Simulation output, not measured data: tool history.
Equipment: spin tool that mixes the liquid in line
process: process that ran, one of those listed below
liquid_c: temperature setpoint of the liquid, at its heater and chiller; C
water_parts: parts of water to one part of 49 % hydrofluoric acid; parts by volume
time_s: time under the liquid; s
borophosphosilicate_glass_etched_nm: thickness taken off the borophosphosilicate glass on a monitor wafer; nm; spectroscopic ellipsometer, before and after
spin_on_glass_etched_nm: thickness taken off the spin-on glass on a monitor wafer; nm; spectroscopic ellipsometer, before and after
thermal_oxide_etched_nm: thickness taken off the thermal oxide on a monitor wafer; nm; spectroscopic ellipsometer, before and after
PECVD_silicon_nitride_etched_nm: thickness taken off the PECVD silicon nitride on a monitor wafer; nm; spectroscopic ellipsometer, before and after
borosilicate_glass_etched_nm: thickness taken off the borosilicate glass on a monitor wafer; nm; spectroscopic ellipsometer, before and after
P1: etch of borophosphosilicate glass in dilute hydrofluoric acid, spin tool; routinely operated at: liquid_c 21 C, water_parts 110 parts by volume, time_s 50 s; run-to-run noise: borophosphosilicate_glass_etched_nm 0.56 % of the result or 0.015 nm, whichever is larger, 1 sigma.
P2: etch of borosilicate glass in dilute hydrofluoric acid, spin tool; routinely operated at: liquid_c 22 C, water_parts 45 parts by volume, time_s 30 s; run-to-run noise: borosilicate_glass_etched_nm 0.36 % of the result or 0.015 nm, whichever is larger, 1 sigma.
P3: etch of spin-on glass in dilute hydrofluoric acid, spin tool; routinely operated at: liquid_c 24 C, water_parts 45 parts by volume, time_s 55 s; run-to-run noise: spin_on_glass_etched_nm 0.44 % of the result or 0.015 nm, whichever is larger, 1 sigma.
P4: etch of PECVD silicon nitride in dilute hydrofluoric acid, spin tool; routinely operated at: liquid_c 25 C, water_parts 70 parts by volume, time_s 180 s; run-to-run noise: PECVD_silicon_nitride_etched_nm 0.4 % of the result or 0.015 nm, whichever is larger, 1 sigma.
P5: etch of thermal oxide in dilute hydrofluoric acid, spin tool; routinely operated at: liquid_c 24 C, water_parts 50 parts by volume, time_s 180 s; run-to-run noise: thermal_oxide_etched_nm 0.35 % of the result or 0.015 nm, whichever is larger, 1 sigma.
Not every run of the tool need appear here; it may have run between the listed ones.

run,day,process,liquid_c,water_parts,time_s,hours since the thermometer was replaced,hours since the hydrofluoric acid flow meter was replaced,borophosphosilicate_glass_etched_nm,spin_on_glass_etched_nm,thermal_oxide_etched_nm,PECVD_silicon_nitride_etched_nm,borosilicate_glass_etched_nm
1,0.204,P1,21,110,50,150.7,854.1,34.258,,,,
2,0.5,P3,24,65,55,157.8,861.2,,30.845,,,
3,0.862,P1,25,110,50,166.5,869.9,40.642,,,,
4,1.183,P1,21,20,50,174.2,877.6,210.16,,,,
5,1.538,P1,17,110,50,182.7,886.1,29.5,,,,
6,1.754,P5,24,50,310,187.9,891.3,,,31.107,,
7,2.092,P4,25,70,350,196,899.4,,,,25.388,
8,2.388,P4,25,30,180,203.1,906.5,,,,30.015,
9,2.675,P1,21,110,50,210,913.4,34.058,,,,
10,2.904,P1,21,110,50,215.5,918.9,34.48,,,,
11,3.133,P2,22,45,30,221,924.4,,,,,14.709
12,3.517,P2,22,45,30,230.2,933.6,,,,,14.595
13,3.796,P3,29,45,55,236.9,940.3,,56.299,,,
14,4.038,P1,21,185,50,242.7,946.1,18.885,,,,
15,4.321,P3,24,45,55,249.5,952.9,,46.1,,,
16,4.783,P2,22,30,30,260.6,964,,,,,22.265
17,5.112,P4,25,70,180,268.5,971.9,,,,13.053,
18,5.558,P5,24,85,180,279.2,982.6,,,10.147,,
19,6.029,P3,24,45,55,290.5,993.9,,45.648,,,
20,6.358,P1,17,60,50,298.4,1001.8,56.142,,,,
# day 6.667: hydrofluoric acid flow meter replaced
21,6.8,P1,21,110,90,309,3.2,61.334,,,,
22,7.262,P5,24,50,180,320.1,14.3,,,17.966,,
23,7.679,P2,22,45,50,330.1,24.3,,,,,24.546
24,8.058,P5,24,50,180,339.2,33.4,,,18.12,,
25,8.508,P1,21,110,50,350,44.2,34.322,,,,
26,8.979,P5,19,50,180,361.3,55.5,,,14.64,,
27,9.317,P1,21,110,50,369.4,63.6,34.752,,,,
28,9.612,P2,29.5,45,30,376.5,70.7,,,,,19.945
29,9.842,P1,21,110,20,382,76.2,13.794,,,,
30,10.208,P4,17,70,180,390.8,85,,,,7.5539,
31,10.558,P1,17,60,50,399.2,93.4,56.502,,,,
32,10.812,P1,21,110,50,405.3,99.5,34.522,,,,
33,11.171,P3,24,45,110,413.9,108.1,,92.065,,,
34,11.479,P1,21,110,50,421.3,115.5,34.452,,,,
35,11.812,P1,21,110,50,429.3,123.5,33.192,,,,
36,12.021,P1,21,110,50,434.3,128.5,33.084,,,,
37,12.317,P1,21,110,50,441.4,135.6,32.557,,,,
38,12.621,P1,21,110,50,448.7,142.9,32.402,,,,
39,13.067,P1,21,110,50,459.4,153.6,31.929,,,,
40,13.312,P1,21,110,50,465.3,159.5,32.061,,,,
41,13.575,P1,21,110,50,471.6,165.8,31.779,,,,
42,14.046,P1,21,110,50,482.9,177.1,31.626,,,,
43,14.492,P1,21,110,50,493.6,187.8,31.872,,,,
44,14.804,P1,21,110,50,501.1,195.3,31.608,,,,

The output of P1 has drifted from where it used to be. Each of the 2 causes below, taken at the size shown beside it, accounts for the log equally well:
A: liquid colder than its thermometer reads (K) = 2.11
B: hydrofluoric acid flow below the setpoint (%) = 7.34
The creep began at about day 11.479.

Listed below are the offered check runs, one wafer per run, with question marks in place of results. For which of them would the causes give clearly different outcomes?
check 1,15.117,P5,24,50,180,,,,,?,,
check 2,15.117,P3,24,45,55,,,,?,,,
check 3,15.117,P2,22,45,30,,,,,,,?
check 4,15.117,P4,25,70,180,,,,,,?,

Predicted outcomes, by check and by cause:
check,result,if A,if B
check 1,thermal_oxide_etched_nm,16.545,16.646
check 2,spin_on_glass_etched_nm,42.013,42.309
check 3,borosilicate_glass_etched_nm,13.418,13.534
check 4,PECVD_silicon_nitride_etched_nm,11.366,12.138
How far apart the two closest causes lie, in the result that separates them most: check 1 0.61 %; check 2 0.7 %; check 3 0.86 %; check 4 6.57 %
The causes can be told apart only by check 4. The other checks would give nearly the same results under each of them.

Running check 4 produced the following: PECVD_silicon_nitride_etched_nm 12.165 nm. Which one of the listed causes fits?

B is the cause: hydrofluoric acid flow below the setpoint (%).

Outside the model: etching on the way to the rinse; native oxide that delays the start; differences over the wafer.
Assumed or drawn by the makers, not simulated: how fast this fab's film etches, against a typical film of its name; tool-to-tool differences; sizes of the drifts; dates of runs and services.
